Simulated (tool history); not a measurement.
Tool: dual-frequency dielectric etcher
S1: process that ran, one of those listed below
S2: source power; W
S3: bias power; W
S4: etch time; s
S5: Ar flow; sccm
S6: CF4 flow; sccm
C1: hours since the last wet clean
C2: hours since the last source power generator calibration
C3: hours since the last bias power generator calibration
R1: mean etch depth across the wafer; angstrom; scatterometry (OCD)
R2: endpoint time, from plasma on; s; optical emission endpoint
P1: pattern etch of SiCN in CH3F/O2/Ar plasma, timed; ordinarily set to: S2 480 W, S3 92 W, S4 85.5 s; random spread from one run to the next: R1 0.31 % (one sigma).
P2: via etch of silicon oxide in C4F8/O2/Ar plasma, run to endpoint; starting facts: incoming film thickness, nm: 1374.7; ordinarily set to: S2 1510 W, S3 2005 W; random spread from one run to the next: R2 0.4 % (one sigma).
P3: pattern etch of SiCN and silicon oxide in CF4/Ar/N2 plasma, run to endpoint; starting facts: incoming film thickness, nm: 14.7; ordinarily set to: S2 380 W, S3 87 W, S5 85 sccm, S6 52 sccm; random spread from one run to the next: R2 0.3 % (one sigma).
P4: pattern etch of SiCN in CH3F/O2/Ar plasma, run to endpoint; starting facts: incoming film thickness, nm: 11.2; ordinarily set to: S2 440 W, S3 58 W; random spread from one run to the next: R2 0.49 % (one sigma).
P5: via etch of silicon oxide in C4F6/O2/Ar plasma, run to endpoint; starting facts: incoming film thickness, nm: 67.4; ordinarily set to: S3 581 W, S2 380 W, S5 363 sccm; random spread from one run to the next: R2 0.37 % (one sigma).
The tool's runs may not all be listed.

run   hour  S1    S2    S3     S4   S5  S6     C1      C2      C3      R1      R2
  1    8.8  P1   480    92   85.5           216.1  1210.2  2002.5  377.55
  2   24.8  P1   480    92   85.5           232.1  1226.2  2018.5  375.91
  3   39.9  P1   480    92  127.5           247.2  1241.3  2033.6  564.08
  4   57.1  P4   580    58                  264.4  1258.5  2050.8          28.315
  5     67  P2  1510  2005                  274.3  1268.4  2060.7          310.03
  6   81.9  P4   440    58                  289.2  1283.3  2075.6          31.181
  7   99.4  P1   480    92   85.5           306.7  1300.8  2093.1  375.37
  8  113.1  P1   480    92   49.5           320.4  1314.5  2106.8  220.02
  9  129.8  P2  1200  2005                  337.1  1331.2  2123.5          338.97
 10  145.7  P1   480    92   85.5             353  1347.1  2139.4  375.62
 11  160.1  P3   380   119          85  52  367.4  1361.5  2153.8          17.211
 12  168.4  P1   480    70   85.5           375.7  1369.8  2162.1  341.94
 13  179.7  P2  1510  2005                    387  1381.1  2173.4          311.17
 14  188.9  P3   380    87          85  52  396.2  1390.3  2182.6          19.317
 15  204.8  P1   480   126   85.5           412.1  1406.2  2198.5   425.2
 16  213.8  P3   380    87          85  66  421.1  1415.2  2207.5          18.683
 17  227.6  P1   480    92   85.5           434.9    1429  2221.3  377.15
 18  245.3  P3   380    87          85  52  452.6  1446.7    2239          19.252
 19  253.3  P4   440    35                  460.6  1454.7    2247          36.615
 20  267.4  P1   480    92   85.5           474.7  1468.8  2261.1  378.26
 21  282.5  P2  1510  1222                  489.8  1483.9  2276.2           355.5
 22  294.4  P3   380    87         111  52  501.7  1495.8  2288.1          20.039
 23  304.8  P5   380   581         234      512.1  1506.2  2298.5          14.148
 24  314.6  P5   380   581         363      521.9    1516  2308.3          14.927
 25  332.1  P5   540   581         363      539.4  1533.5  2325.8          13.134
 26  345.5  P1   400   109   85.5           552.8  1546.9  2339.2  375.38
 27  359.7  P1   300    92   85.5             567  1561.1  2353.4  317.76
 28  371.5  P3   260    87          85  52  578.8  1572.9  2365.2          26.922
 29  380.6  P1   630    92   85.5           587.9    1582  2374.3  417.88
 30    397  P1   480    70    123           604.3  1598.4  2390.7  493.34
 31  404.8  P1   480    92   85.5           612.1  1606.2  2398.5  376.88
 32  420.4  P5   380   353         363      627.7  1621.8  2414.1          17.904
 33  431.1  P1   480    92   85.5           638.4  1632.5  2424.8   378.3
 34  448.3  P1   480    92   85.5           655.6  1649.7    2442  379.75
 35  459.7  P1   480    92   85.5             667  1661.1  2453.4  382.26
     472.3  -- wet clean of the chamber
 36  474.2  P1   480    92   85.5             1.9  1675.6  2467.9  383.85
 37  487.2  P1   480    92   85.5            14.9  1688.6  2480.9  380.37
 38  496.2  P1   480    92   85.5            23.9  1697.6  2489.9  385.22
 39  513.4  P1   480    92   85.5            41.1  1714.8  2507.1  382.71
 40  524.6  P1   480    92   85.5            52.3    1726  2518.3  381.36
 41    542  P1   480    92   85.5            69.7  1743.4  2535.7  384.72

Something has made what P1 gives creep away from where it was; the 2 causes below, each at its own stated size, fit the log equally well:
A: source power that arrives over what is set, % = 4.33
B: bias power that arrives over what is set, % = 4.38
Onset of the creep was near hour 431.1.
Other possible causes, and why each is ruled out:
chamber walls in a state that raises the etch rate, %: work on it at hour 472.3, done after the drift set in, did not restore what the process gave before

Below are 4 check runs, each on a single wafer, with their results shown as question marks. Which of them would tell the listed causes apart, meaning the causes would give clearly different results under it?
check 1  559.4  P5   380   581      363                       ?
check 2  559.4  P2  1510  2005                                ?
check 3  559.4  P4   440    58                                ?
check 4  559.4  P3   380    87       85  52                   ?

Outcome of each check run for each possible cause:
  check  result    if A    if B
check 1      R2  14.669  14.655
check 2      R2  304.86  306.16
check 3      R2   30.92  30.977
check 4      R2  18.575  18.979
Distance between the nearest two causes, measured in the result of the check that separates them most: check 1 0.09 %; check 2 0.43 %; check 3 0.19 %; check 4 2.15 %
Check 4 is the one run that separates the causes; every other check would come out nearly the same whichever cause is at work.

Check 4 was then run and gave: R2 18.572 s. Which cause is it?

A is the cause: source power that arrives over what is set, %.
